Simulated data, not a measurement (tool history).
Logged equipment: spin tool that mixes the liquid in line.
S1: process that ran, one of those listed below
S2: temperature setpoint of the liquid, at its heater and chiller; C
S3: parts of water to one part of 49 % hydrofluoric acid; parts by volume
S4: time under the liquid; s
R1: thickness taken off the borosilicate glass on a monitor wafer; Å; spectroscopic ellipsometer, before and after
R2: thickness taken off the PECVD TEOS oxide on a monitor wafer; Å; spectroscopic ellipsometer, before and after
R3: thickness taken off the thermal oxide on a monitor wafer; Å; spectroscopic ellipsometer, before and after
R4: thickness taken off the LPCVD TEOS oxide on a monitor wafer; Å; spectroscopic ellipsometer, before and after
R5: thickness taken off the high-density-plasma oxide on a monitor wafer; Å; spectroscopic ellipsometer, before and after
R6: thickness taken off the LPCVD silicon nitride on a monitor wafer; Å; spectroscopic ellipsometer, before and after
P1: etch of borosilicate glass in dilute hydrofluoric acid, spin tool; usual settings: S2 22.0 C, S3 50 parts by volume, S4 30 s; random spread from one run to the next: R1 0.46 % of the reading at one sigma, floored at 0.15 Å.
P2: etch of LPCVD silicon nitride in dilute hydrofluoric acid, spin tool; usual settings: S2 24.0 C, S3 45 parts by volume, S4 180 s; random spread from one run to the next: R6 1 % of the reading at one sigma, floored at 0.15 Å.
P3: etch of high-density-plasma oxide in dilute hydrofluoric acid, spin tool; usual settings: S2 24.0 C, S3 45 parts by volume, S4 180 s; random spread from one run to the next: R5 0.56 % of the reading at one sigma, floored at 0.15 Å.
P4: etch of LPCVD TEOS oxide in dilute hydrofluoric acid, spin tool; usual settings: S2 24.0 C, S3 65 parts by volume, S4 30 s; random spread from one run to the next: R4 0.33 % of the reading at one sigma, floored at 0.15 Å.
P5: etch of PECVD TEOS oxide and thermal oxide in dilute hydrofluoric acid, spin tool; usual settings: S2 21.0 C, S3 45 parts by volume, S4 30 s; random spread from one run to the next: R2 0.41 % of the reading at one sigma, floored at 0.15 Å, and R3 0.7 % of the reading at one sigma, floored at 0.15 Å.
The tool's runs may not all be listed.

{"run": 1, "day": 0.55, "S1": "P1", "S2": 22.0, "S3": 50, "S4": 30, "R1": 308.59}
{"run": 2, "day": 1.2, "S1": "P5", "S2": 21.0, "S3": 65, "S4": 30, "R2": 44.82, "R3": 20.816}
{"run": 3, "day": 1.792, "S1": "P4", "S2": 24.0, "S3": 65, "S4": 30, "R4": 251.84}
{"run": 4, "day": 2.454, "S1": "P1", "S2": 22.0, "S3": 50, "S4": 55, "R1": 564.12}
{"run": 5, "day": 3.154, "S1": "P5", "S2": 21.0, "S3": 45, "S4": 30, "R2": 65.821, "R3": 29.915}
{"run": 6, "day": 3.858, "S1": "P3", "S2": 24.0, "S3": 45, "S4": 75, "R5": 124.95}
{"run": 7, "day": 4.342, "S1": "P4", "S2": 24.0, "S3": 25, "S4": 30, "R4": 690.02}
{"run": 8, "day": 4.954, "S1": "P5", "S2": 21.0, "S3": 45, "S4": 30, "R2": 66.605, "R3": 30.175}
{"run": 9, "day": 5.508, "S1": "P1", "S2": 22.0, "S3": 85, "S4": 30, "R1": 174.67}
{"run": 10, "day": 5.904, "S1": "P3", "S2": 24.0, "S3": 45, "S4": 180, "R5": 300.21}
{"run": 11, "day": 6.55, "S1": "P3", "S2": 24.0, "S3": 80, "S4": 180, "R5": 163.92}
{"run": 12, "day": 6.879, "S1": "P1", "S2": 22.0, "S3": 50, "S4": 30, "R1": 310.41}
{"run": 13, "day": 7.521, "S1": "P4", "S2": 28.5, "S3": 65, "S4": 30, "R4": 302.67}
{"run": 14, "day": 7.971, "S1": "P2", "S2": 24.0, "S3": 20, "S4": 180, "R6": 46.152}
{"run": 15, "day": 8.288, "S1": "P1", "S2": 26.5, "S3": 20, "S4": 30, "R1": 968.52}
{"run": 16, "day": 8.742, "S1": "P1", "S2": 29.0, "S3": 85, "S4": 30, "R1": 228.98}
{"run": 17, "day": 9.3, "S1": "P1", "S2": 22.0, "S3": 50, "S4": 30, "R1": 308.93}
{"run": 18, "day": 9.817, "S1": "P3", "S2": 20.0, "S3": 45, "S4": 180, "R5": 254.41}
{"run": 19, "day": 10.292, "S1": "P1", "S2": 22.0, "S3": 50, "S4": 30, "R1": 309.64}
{"run": 20, "day": 10.879, "S1": "P1", "S2": 22.0, "S3": 25, "S4": 30, "R1": 638.26}
{"run": 21, "day": 11.308, "S1": "P2", "S2": 29.5, "S3": 45, "S4": 180, "R6": 31.173}
{"run": 22, "day": 12.004, "S1": "P4", "S2": 24.0, "S3": 65, "S4": 55, "R4": 462.66}
{"day": 12.046, "done": "hydrofluoric acid flow meter replaced"}
{"run": 23, "day": 12.417, "S1": "P2", "S2": 24.0, "S3": 45, "S4": 180, "R6": 20.864}
{"run": 24, "day": 12.804, "S1": "P3", "S2": 24.0, "S3": 45, "S4": 180, "R5": 301.54}
{"run": 25, "day": 13.517, "S1": "P4", "S2": 24.0, "S3": 65, "S4": 30, "R4": 250.87}
{"run": 26, "day": 14.212, "S1": "P5", "S2": 25.5, "S3": 45, "S4": 30, "R2": 79.87, "R3": 36.365}
{"run": 27, "day": 14.671, "S1": "P2", "S2": 24.0, "S3": 45, "S4": 355, "R6": 42.699}
{"run": 28, "day": 15.325, "S1": "P1", "S2": 17.0, "S3": 50, "S4": 30, "R1": 250.38}
{"run": 29, "day": 15.838, "S1": "P1", "S2": 26.5, "S3": 50, "S4": 30, "R1": 370.02}
{"run": 30, "day": 16.388, "S1": "P1", "S2": 22.0, "S3": 50, "S4": 15, "R1": 153.86}
{"run": 31, "day": 16.771, "S1": "P5", "S2": 21.0, "S3": 45, "S4": 50, "R2": 109.8, "R3": 51.097}
{"run": 32, "day": 17.471, "S1": "P1", "S2": 22.0, "S3": 50, "S4": 30, "R1": 310.43}
{"run": 33, "day": 17.979, "S1": "P1", "S2": 22.0, "S3": 50, "S4": 30, "R1": 296.83}
{"run": 34, "day": 18.333, "S1": "P1", "S2": 22.0, "S3": 50, "S4": 30, "R1": 295.33}
{"run": 35, "day": 18.871, "S1": "P1", "S2": 22.0, "S3": 50, "S4": 30, "R1": 286.82}
{"run": 36, "day": 19.275, "S1": "P1", "S2": 22.0, "S3": 50, "S4": 30, "R1": 286.05}
{"run": 37, "day": 19.588, "S1": "P1", "S2": 22.0, "S3": 50, "S4": 30, "R1": 284.53}
{"run": 38, "day": 20.229, "S1": "P1", "S2": 22.0, "S3": 50, "S4": 30, "R1": 285.83}
{"run": 39, "day": 20.808, "S1": "P1", "S2": 22.0, "S3": 50, "S4": 30, "R1": 284.18}

P1 has crept away from where it was. The log is fitted equally well by each of these 2 causes, at the sizes shown:
A: hydrofluoric acid flow below the setpoint (%) = 7.45
B: liquid colder than its thermometer reads (K) = 1.96
Onset of the creep was near day 17.471.

Which of the 4 check runs listed below, each an average over 3 wafers with its results shown as question marks, gives clearly different results under the different listed causes?
{"run": "check 1", "day": 21.388, "S1": "P2", "S2": 24.0, "S3": 45, "S4": 180, "R6": "?"}
{"run": "check 2", "day": 21.388, "S1": "P5", "S2": 21.0, "S3": 45, "S4": 30, "R2": "?", "R3": "?"}
{"run": "check 3", "day": 21.388, "S1": "P3", "S2": 24.0, "S3": 45, "S4": 180, "R5": "?"}
{"run": "check 4", "day": 21.388, "S1": "P4", "S2": 24.0, "S3": 65, "S4": 30, "R4": "?"}

How each check would come out, cause by cause:
check=check_1 result=R6 if_A=19.796 if_B=18.683
check=check_2 result=R2 if_A=60.912 if_B=60.809
check=check_2 result=R3 if_A=27.845 if_B=27.798
check=check_3 result=R5 if_A=278.00 if_B=278.16
check=check_4 result=R4 if_A=232.32 if_B=233.20
Minimum pairwise separation of causes per check, each pair taken at its best-separating result: check 1 5.78 %; check 2 0.17 %; check 3 0.06 %; check 4 0.38 %
Check 1 is the one run that separates the causes; every other check would come out nearly the same whichever cause is at work.

Check 1 was carried out, with these results: R6 18.715 Å. Which of the listed causes is responsible?

Of the candidate causes, it is B: liquid colder than its thermometer reads (K).
